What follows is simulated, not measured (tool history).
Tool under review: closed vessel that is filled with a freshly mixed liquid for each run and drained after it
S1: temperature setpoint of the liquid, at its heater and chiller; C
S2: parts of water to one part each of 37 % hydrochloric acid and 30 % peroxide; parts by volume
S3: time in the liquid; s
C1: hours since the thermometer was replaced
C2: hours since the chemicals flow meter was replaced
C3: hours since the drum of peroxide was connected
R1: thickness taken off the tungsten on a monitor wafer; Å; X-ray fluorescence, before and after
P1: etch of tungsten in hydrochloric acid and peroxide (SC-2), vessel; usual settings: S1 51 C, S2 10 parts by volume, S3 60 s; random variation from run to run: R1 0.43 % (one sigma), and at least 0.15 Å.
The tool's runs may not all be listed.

{"run": 1, "day": 0.512, "S1": 51, "S2": 10, "S3": 60, "C1": 218.6, "C2": 296.2, "C3": 460.4, "R1": 89.562}
{"run": 2, "day": 0.908, "S1": 51, "S2": 10, "S3": 60, "C1": 228.1, "C2": 305.7, "C3": 469.9, "R1": 89.896}
{"run": 3, "day": 1.404, "S1": 51, "S2": 10, "S3": 60, "C1": 240, "C2": 317.6, "C3": 481.8, "R1": 89.996}
{"day": 1.879, "done": "new drum of peroxide connected"}
{"run": 4, "day": 1.879, "S1": 51, "S2": 10, "S3": 60, "C1": 251.4, "C2": 329, "C3": 0, "R1": 89.704}
{"run": 5, "day": 2.304, "S1": 51, "S2": 10, "S3": 30, "C1": 261.6, "C2": 339.2, "C3": 10.2, "R1": 44.856}
{"run": 6, "day": 2.696, "S1": 51, "S2": 10, "S3": 60, "C1": 271, "C2": 348.6, "C3": 19.6, "R1": 89.581}
{"day": 2.804, "done": "chemicals flow meter replaced"}
{"run": 7, "day": 3.033, "S1": 51, "S2": 17.5, "S3": 60, "C1": 279.1, "C2": 5.5, "C3": 27.7, "R1": 55.238}
{"run": 8, "day": 3.433, "S1": 38.5, "S2": 10, "S3": 35, "C1": 288.7, "C2": 15.1, "C3": 37.3, "R1": 22.103}
{"run": 9, "day": 3.946, "S1": 51, "S2": 10, "S3": 100, "C1": 301, "C2": 27.4, "C3": 49.6, "R1": 149.18}
{"run": 10, "day": 4.242, "S1": 37.5, "S2": 10, "S3": 60, "C1": 308.1, "C2": 34.5, "C3": 56.7, "R1": 35.558}
{"run": 11, "day": 4.675, "S1": 51, "S2": 4, "S3": 60, "C1": 318.5, "C2": 44.9, "C3": 67.1, "R1": 179.96}
{"run": 12, "day": 4.925, "S1": 65, "S2": 10, "S3": 60, "C1": 324.5, "C2": 50.9, "C3": 73.1, "R1": 217.46}
{"run": 13, "day": 5.442, "S1": 51, "S2": 10, "S3": 60, "C1": 336.9, "C2": 63.3, "C3": 85.5, "R1": 89.475}
{"run": 14, "day": 5.938, "S1": 51, "S2": 4, "S3": 85, "C1": 348.8, "C2": 75.2, "C3": 97.4, "R1": 254.06}
{"run": 15, "day": 6.462, "S1": 51, "S2": 10, "S3": 60, "C1": 361.4, "C2": 87.8, "C3": 110, "R1": 89.332}
{"run": 16, "day": 6.8, "S1": 51, "S2": 10, "S3": 60, "C1": 369.5, "C2": 95.9, "C3": 118.1, "R1": 92.648}
{"run": 17, "day": 7.125, "S1": 51, "S2": 10, "S3": 60, "C1": 377.3, "C2": 103.7, "C3": 125.9, "R1": 94.66}
{"run": 18, "day": 7.508, "S1": 51, "S2": 10, "S3": 60, "C1": 386.5, "C2": 112.9, "C3": 135.1, "R1": 95.11}
{"run": 19, "day": 7.758, "S1": 51, "S2": 10, "S3": 60, "C1": 392.5, "C2": 118.9, "C3": 141.1, "R1": 95.51}
{"run": 20, "day": 8.1, "S1": 51, "S2": 10, "S3": 60, "C1": 400.7, "C2": 127.1, "C3": 149.3, "R1": 95.457}
{"run": 21, "day": 8.442, "S1": 51, "S2": 10, "S3": 60, "C1": 408.9, "C2": 135.3, "C3": 157.5, "R1": 96.644}
{"run": 22, "day": 8.796, "S1": 51, "S2": 10, "S3": 60, "C1": 417.4, "C2": 143.8, "C3": 166, "R1": 96.745}
{"run": 23, "day": 9.096, "S1": 51, "S2": 10, "S3": 60, "C1": 424.6, "C2": 151, "C3": 173.2, "R1": 97.087}
{"run": 24, "day": 9.596, "S1": 51, "S2": 10, "S3": 60, "C1": 436.6, "C2": 163, "C3": 185.2, "R1": 97.369}

Compared with where it was, what P1 gives has crept away. Each cause listed below fits the log as well as the rest, at the size given for it:
A: liquid hotter than its thermometer reads (K) = 1.18
B: chemicals flow above the setpoint (%) = 9.81
The gradual shift began around day 6.462.
Other possible causes, and why each is ruled out:
peroxide weaker than its label (%): capped at 8; at that size R1 would change by -7.4 %, too little to explain the creep or opposite to it

Each of the check runs listed below is run on 3 wafers and reports their average, with the results left as question marks. Pick the one under which the possible causes would lead to clearly different results.
{"run": "check 1", "day": 10.096, "S1": 51, "S2": 17.5, "S3": 60, "R1": "?"}
{"run": "check 2", "day": 10.096, "S1": 38.5, "S2": 4, "S3": 60, "R1": "?"}
{"run": "check 3", "day": 10.096, "S1": 38, "S2": 15, "S3": 60, "R1": "?"}
{"run": "check 4", "day": 10.096, "S1": 60.5, "S2": 10, "S3": 60, "R1": "?"}

Outcome of each check run for each possible cause:
check=check_1 result=R1 if_A=59.767 if_B=60.105
check=check_2 result=R1 if_A=82.593 if_B=80.721
check=check_3 result=R1 if_A=28.13 if_B=28.062
check=check_4 result=R1 if_A=178.25 if_B=178.93
How far apart the two closest causes lie, in the result that separates them most: check 1 0.56 %; check 2 2.29 %; check 3 0.24 %; check 4 0.38 %
Check 2 distinguishes between the causes, while the remaining checks would return nearly the same result for all of them.

Check 2 has now been run. It gave: R1 82.954 Å. Which of the candidate causes is it?

It is A: liquid hotter than its thermometer reads (K).
